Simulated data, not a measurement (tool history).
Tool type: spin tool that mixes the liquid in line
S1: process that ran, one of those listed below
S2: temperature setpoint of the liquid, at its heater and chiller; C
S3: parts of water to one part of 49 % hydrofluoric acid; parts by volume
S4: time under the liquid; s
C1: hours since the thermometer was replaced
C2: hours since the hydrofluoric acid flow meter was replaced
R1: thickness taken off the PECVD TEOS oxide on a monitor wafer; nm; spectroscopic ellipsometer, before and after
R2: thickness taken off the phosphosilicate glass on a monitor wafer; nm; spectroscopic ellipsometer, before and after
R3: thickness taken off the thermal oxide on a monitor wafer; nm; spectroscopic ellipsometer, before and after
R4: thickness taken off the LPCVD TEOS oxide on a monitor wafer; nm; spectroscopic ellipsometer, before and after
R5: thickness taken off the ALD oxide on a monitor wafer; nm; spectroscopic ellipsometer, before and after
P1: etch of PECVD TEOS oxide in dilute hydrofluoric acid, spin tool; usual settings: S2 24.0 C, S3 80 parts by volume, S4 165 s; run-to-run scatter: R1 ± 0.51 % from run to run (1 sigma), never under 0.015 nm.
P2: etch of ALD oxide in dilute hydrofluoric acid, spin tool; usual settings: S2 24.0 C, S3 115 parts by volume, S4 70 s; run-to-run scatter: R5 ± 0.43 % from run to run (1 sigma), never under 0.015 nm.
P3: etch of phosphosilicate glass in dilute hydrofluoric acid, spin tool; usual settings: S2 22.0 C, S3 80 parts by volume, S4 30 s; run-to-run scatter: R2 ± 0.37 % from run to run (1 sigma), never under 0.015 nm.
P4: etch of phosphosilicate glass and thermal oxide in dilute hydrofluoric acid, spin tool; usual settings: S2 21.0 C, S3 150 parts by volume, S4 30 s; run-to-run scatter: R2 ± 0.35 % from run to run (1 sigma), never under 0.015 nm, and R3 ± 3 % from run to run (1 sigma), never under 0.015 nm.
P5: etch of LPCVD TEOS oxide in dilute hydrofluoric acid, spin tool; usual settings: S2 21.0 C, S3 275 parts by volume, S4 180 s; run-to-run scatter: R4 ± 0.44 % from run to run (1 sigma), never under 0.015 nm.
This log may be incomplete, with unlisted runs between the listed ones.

run   hour  S1    S2   S3   S4      C1      C2       R1       R2       R3       R4       R5
  1    9.5  P1  24.0   80  165  1807.5  1316.7   47.380
  2   18.7  P1  24.0   80  165  1816.7  1325.9   48.334
  3   24.7  P4  21.0  150   15  1822.7  1331.9            17.117  0.42446
  4   31.4  P3  29.0   80   30  1829.4  1338.6            73.595
  5   37.8  P5  21.0  275  180  1835.8  1345.0                             12.5940
  6   48.0  P1  24.0   80  330  1846.0  1355.2   96.276
  7   55.5  P5  21.0  275  275  1853.5  1362.7                             19.1570
  8   61.3  P1  24.0   80   15  1859.3  1368.5    4.346
  9   68.5  P4  21.0  150   30  1866.5  1375.7            34.376  0.87237
 10   75.2  P1  17.0   30  165  1873.2  1382.4  101.150
 11   86.2  P2  17.0  115   70  1884.2  1393.4                                       8.6907
 12   96.6  P2  24.0  115   15  1894.6  1403.8                                       2.4779
 13  103.9  P2  24.0  115   70  1901.9  1411.1                                      11.4590
 14  110.7  P3  22.0   20   30  1908.7  1417.9           240.320
 15  118.8  P2  24.0  195   70  1916.8  1426.0                                       6.2200
 16  129.1  P5  21.0  510  180  1927.1  1436.3                              5.5389
 17  136.3  P3  22.0   80   45  1934.3  1443.5            83.718
 18  143.9  P4  21.0   25   30  1941.9  1451.1           238.010  5.63650
 19  150.3  P1  19.5   80  165  1948.3  1457.5   40.051
 20  155.3  P1  24.0   80  165  1953.3  1462.5   47.552
 21  160.6  P3  22.0   80   30  1958.6  1467.8            55.387
 22  167.4  P5  28.0  275  180  1965.4  1474.6                             16.1760
 23  176.1  P1  27.5   20  165  1974.1  1483.3  240.250
 24  181.6  P1  24.0  120  165  1979.6  1488.8   30.109
 25  187.2  P1  24.0   80  165  1985.2  1494.4   48.006
 26  193.6  P1  24.0   50  165  1991.6  1500.8   79.694
 27  203.0  P1  24.0   80  165  2001.0  1510.2   48.025
 28  213.1  P4  24.5  150   30  2011.1  1520.3            39.153  0.93998
 29  219.6  P3  22.0   80   30  2017.6  1526.8            55.594
 30  226.7  P1  32.0   80  165  2024.7  1533.9   65.215
 31  236.3  P1  24.0   80  165  2034.3  1543.5   48.272
 32  246.8  P1  24.0   80  165  2044.8  1554.0   45.640
 33  255.6  P1  24.0   80  165  2053.6  1562.8   45.580
 34  266.7  P1  24.0   80  165  2064.7  1573.9   44.119
 35  276.9  P1  24.0   80  165  2074.9  1584.1   44.354
 36  287.9  P1  24.0   80  165  2085.9  1595.1   43.892
 37  298.7  P1  24.0   80  165  2096.7  1605.9   44.085

The log shows P1 creeping away from where it was. Any of the 2 causes listed here, at the size stated for it, fits the log just as well as the others:
A: liquid colder than its thermometer reads (K) = 2.05
B: hydrofluoric acid flow below the setpoint (%) = 7.22
At approximately hour 236.3, the process output began to creep.

Consider the 4 single-wafer check runs listed below, results given as question marks: which one distinguishes between the causes by giving clearly different results for each?
check 1  309.5  P4  21.0   55   30               ?   ?
check 2  309.5  P2  24.0  160   70                           ?
check 3  309.5  P3  22.0   50   30               ?
check 4  309.5  P5  21.0  495  180                       ?

What each check would give under each cause:
  check  result     if A     if B
check 1      R2   95.551   96.186
check 1      R3  2.25010  2.26500
check 2      R5   7.2563   7.1825
check 3      R2   84.657   85.217
check 4      R4   5.4047   5.2087
Smallest distance between any two causes, each pair judged by its most separating result, in per cent: check 1 0.66 %; check 2 1.02 %; check 3 0.66 %; check 4 3.69 %
Only in check 4 would the causes give clearly different results; in the remaining checks their results would be nearly the same.

With check 4 done, the readings were: R4 5.3945 nm. Identify which of the listed causes applies.

It was cause A: liquid colder than its thermometer reads (K).

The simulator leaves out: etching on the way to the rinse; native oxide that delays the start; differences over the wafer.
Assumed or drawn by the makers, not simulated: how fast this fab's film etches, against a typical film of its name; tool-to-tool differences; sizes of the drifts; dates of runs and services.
